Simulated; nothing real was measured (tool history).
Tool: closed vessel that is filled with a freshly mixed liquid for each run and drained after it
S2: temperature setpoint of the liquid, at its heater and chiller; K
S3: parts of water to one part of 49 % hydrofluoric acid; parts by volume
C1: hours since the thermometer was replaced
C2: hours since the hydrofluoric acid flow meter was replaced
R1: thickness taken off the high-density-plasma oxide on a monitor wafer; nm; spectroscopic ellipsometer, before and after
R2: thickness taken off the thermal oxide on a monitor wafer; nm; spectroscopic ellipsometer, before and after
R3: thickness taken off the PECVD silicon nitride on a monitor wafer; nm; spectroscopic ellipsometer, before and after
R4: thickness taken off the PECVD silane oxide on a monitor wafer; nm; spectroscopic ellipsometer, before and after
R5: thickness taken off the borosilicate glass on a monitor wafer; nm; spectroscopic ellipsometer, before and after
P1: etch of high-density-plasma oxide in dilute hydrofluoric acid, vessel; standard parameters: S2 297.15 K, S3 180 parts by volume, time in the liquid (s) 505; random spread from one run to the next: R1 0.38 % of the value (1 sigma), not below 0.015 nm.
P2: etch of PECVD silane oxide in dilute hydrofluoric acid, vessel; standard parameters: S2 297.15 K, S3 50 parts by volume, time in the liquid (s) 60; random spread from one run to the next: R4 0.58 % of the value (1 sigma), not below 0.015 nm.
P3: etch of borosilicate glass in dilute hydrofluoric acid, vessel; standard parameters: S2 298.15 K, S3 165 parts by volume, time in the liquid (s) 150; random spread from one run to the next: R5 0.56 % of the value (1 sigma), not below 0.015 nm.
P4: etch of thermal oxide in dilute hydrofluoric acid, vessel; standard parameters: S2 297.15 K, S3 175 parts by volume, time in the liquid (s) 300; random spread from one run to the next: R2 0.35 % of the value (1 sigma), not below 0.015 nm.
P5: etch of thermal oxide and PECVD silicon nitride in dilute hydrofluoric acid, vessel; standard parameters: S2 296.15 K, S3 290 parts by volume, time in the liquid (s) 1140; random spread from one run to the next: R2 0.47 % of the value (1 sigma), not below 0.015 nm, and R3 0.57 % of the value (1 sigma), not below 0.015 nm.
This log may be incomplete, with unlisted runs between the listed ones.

Run 1, hour 2.1: process that ran P1, S2 297.15 K, S3 180 parts by volume, time in the liquid (s) 505; C1 369.8; C2 806.7. Result: R1 18.003 nm.
Run 2, hour 4.5: process that ran P1, S2 297.15 K, S3 180 parts by volume, time in the liquid (s) 755; C1 372.2; C2 809.1. Result: R1 26.706 nm.
Run 3, hour 6.7: process that ran P5, S2 296.15 K, S3 290 parts by volume, time in the liquid (s) 1645; C1 374.4; C2 811.3. Result: R2 21.036 nm, R3 27.877 nm.
Run 4, hour 10.1: process that ran P1, S2 290.15 K, S3 180 parts by volume, time in the liquid (s) 505; C1 377.8; C2 814.7. Result: R1 13.642 nm.
Run 5, hour 13.4: process that ran P2, S2 297.15 K, S3 50 parts by volume, time in the liquid (s) 90; C1 381.1; C2 818. Result: R4 53.189 nm.
Run 6, hour 15.6: process that ran P5, S2 296.15 K, S3 515 parts by volume, time in the liquid (s) 1140; C1 383.3; C2 820.2. Result: R2 6.7217 nm, R3 10.983 nm.
Run 7, hour 19.3: process that ran P1, S2 297.15 K, S3 180 parts by volume, time in the liquid (s) 505; C1 387; C2 823.9. Result: R1 17.854 nm.
Run 8, hour 21.6: process that ran P2, S2 297.15 K, S3 90 parts by volume, time in the liquid (s) 60; C1 389.3; C2 826.2. Result: R4 18.606 nm.
Run 9, hour 23.9: process that ran P1, S2 297.15 K, S3 255 parts by volume, time in the liquid (s) 505; C1 391.6; C2 828.5. Result: R1 11.59 nm.
Run 10, hour 27.4: process that ran P1, S2 297.15 K, S3 110 parts by volume, time in the liquid (s) 505; C1 395.1; C2 832. Result: R1 31.764 nm.
Run 11, hour 30.7: process that ran P5, S2 302.15 K, S3 290 parts by volume, time in the liquid (s) 1140; C1 398.4; C2 835.3. Result: R2 17.781 nm, R3 27.688 nm.
Run 12, hour 33.3: process that ran P3, S2 298.15 K, S3 165 parts by volume, time in the liquid (s) 150; C1 401; C2 837.9. Result: R5 19.069 nm.
Run 13, hour 37.2: process that ran P2, S2 297.15 K, S3 50 parts by volume, time in the liquid (s) 60; C1 404.9; C2 841.8. Result: R4 35.409 nm.
Run 14, hour 40.5: process that ran P4, S2 297.15 K, S3 175 parts by volume, time in the liquid (s) 300; C1 408.2; C2 845.1. Result: R2 7.2807 nm.
Run 15, hour 44.2: process that ran P1, S2 290.65 K, S3 180 parts by volume, time in the liquid (s) 885; C1 411.9; C2 848.8. Result: R1 24.421 nm.
Run 16, hour 48.2: process that ran P4, S2 297.15 K, S3 175 parts by volume, time in the liquid (s) 130; C1 415.9; C2 852.8. Result: R2 3.1664 nm.
Run 17, hour 50.8: process that ran P1, S2 297.15 K, S3 180 parts by volume, time in the liquid (s) 505; C1 418.5; C2 855.4. Result: R1 17.921 nm.
Run 18, hour 54.7: process that ran P5, S2 296.15 K, S3 290 parts by volume, time in the liquid (s) 1140; C1 422.4; C2 859.3. Result: R2 14.597 nm, R3 19.183 nm.
Run 19, hour 57.2: process that ran P1, S2 301.15 K, S3 180 parts by volume, time in the liquid (s) 505; C1 424.9; C2 861.8. Result: R1 20.852 nm.
Run 20, hour 60.1: process that ran P4, S2 300.65 K, S3 175 parts by volume, time in the liquid (s) 300; C1 427.8; C2 864.7. Result: R2 8.2645 nm.
Run 21, hour 63.8: process that ran P3, S2 298.15 K, S3 165 parts by volume, time in the liquid (s) 275; C1 431.5; C2 868.4. Result: R5 35.067 nm.
Run 22, hour 67.6: process that ran P1, S2 297.15 K, S3 180 parts by volume, time in the liquid (s) 505; C1 435.3; C2 872.2. Result: R1 17.879 nm.
Run 23, hour 70.2: process that ran P2, S2 293.15 K, S3 50 parts by volume, time in the liquid (s) 60; C1 437.9; C2 874.8. Result: R4 29.844 nm.
Run 24, hour 72.3: process that ran P1, S2 291.65 K, S3 180 parts by volume, time in the liquid (s) 860; C1 440; C2 876.9. Result: R1 24.711 nm.
Run 25, hour 75.7: process that ran P1, S2 297.15 K, S3 180 parts by volume, time in the liquid (s) 135; C1 443.4; C2 880.3. Result: R1 4.7855 nm.
Run 26, hour 78.9: process that ran P3, S2 306.15 K, S3 165 parts by volume, time in the liquid (s) 150; C1 446.6; C2 883.5. Result: R5 25.538 nm.
Run 27, hour 82.8: process that ran P4, S2 297.15 K, S3 320 parts by volume, time in the liquid (s) 300; C1 450.5; C2 887.4. Result: R2 3.4667 nm.
Run 28, hour 85: process that ran P3, S2 298.15 K, S3 165 parts by volume, time in the liquid (s) 150; C1 452.7; C2 889.6. Result: R5 19.141 nm.
Run 29, hour 87: process that ran P3, S2 298.15 K, S3 235 parts by volume, time in the liquid (s) 150; C1 454.7; C2 891.6. Result: R5 12.353 nm.
Run 30, hour 89.2: process that ran P1, S2 297.15 K, S3 180 parts by volume, time in the liquid (s) 505; C1 456.9; C2 893.8. Result: R1 18.024 nm.
Run 31, hour 92.5: process that ran P1, S2 297.15 K, S3 180 parts by volume, time in the liquid (s) 505; C1 460.2; C2 897.1. Result: R1 18.495 nm.
Run 32, hour 94.8: process that ran P1, S2 297.15 K, S3 180 parts by volume, time in the liquid (s) 505; C1 462.5; C2 899.4. Result: R1 18.706 nm.
Run 33, hour 96.8: process that ran P1, S2 297.15 K, S3 180 parts by volume, time in the liquid (s) 505; C1 464.5; C2 901.4. Result: R1 18.579 nm.
Run 34, hour 98.9: process that ran P1, S2 297.15 K, S3 180 parts by volume, time in the liquid (s) 505; C1 466.6; C2 903.5. Result: R1 18.819 nm.
Run 35, hour 102.5: process that ran P1, S2 297.15 K, S3 180 parts by volume, time in the liquid (s) 505; C1 470.2; C2 907.1. Result: R1 18.775 nm.
Run 36, hour 104.9: process that ran P1, S2 297.15 K, S3 180 parts by volume, time in the liquid (s) 505; C1 472.6; C2 909.5. Result: R1 18.935 nm.
Run 37, hour 109: process that ran P1, S2 297.15 K, S3 180 parts by volume, time in the liquid (s) 505; C1 476.7; C2 913.6. Result: R1 18.984 nm.
Run 38, hour 112.1: process that ran P1, S2 297.15 K, S3 180 parts by volume, time in the liquid (s) 505; C1 479.8; C2 916.7. Result: R1 19.067 nm.

The log shows P1 creeping away from where it was. Any of the 2 causes listed here, at the size stated for it, fits the log just as well as the others:
A: liquid hotter than its thermometer reads (K) = 1.52
B: hydrofluoric acid flow above the setpoint (%) = 4.84
The creep began at about hour 89.2.

4 check runs are offered, one wafer each, their results left as question marks. Which one tells the causes apart?
Run check 1, hour 115.2: process that ran P2, S2 297.15 K, S3 85 parts by volume, time in the liquid (s) 60. Result: R4 ?.
Run check 2, hour 115.2: process that ran P3, S2 305.15 K, S3 165 parts by volume, time in the liquid (s) 260. Result: R5 ?.
Run check 3, hour 115.2: process that ran P4, S2 297.15 K, S3 245 parts by volume, time in the liquid (s) 300. Result: R2 ?.
Run check 4, hour 115.2: process that ran P5, S2 296.15 K, S3 415 parts by volume, time in the liquid (s) 1140. Result: R2 ?, R3 ?.

Predicted outcomes, by check and by cause:
  check  result    if A    if B
check 1      R4  21.146  20.971
check 2      R5  44.987  45.219
check 3      R2  5.1115  5.1362
check 4      R2  9.5455  9.6831
check 4      R3  14.786  14.161
Smallest distance between any two causes, each pair judged by its most separating result, in per cent: check 1 0.83 %; check 2 0.51 %; check 3 0.48 %; check 4 4.32 %
Check 4 tells the causes apart: in the others they would give nearly the same result.

After running check 4, the following was obtained: R2 9.6959 nm; R3 14.134 nm. Which cause does this point to?

Of the candidate causes, it is B: hydrofluoric acid flow above the setpoint (%).

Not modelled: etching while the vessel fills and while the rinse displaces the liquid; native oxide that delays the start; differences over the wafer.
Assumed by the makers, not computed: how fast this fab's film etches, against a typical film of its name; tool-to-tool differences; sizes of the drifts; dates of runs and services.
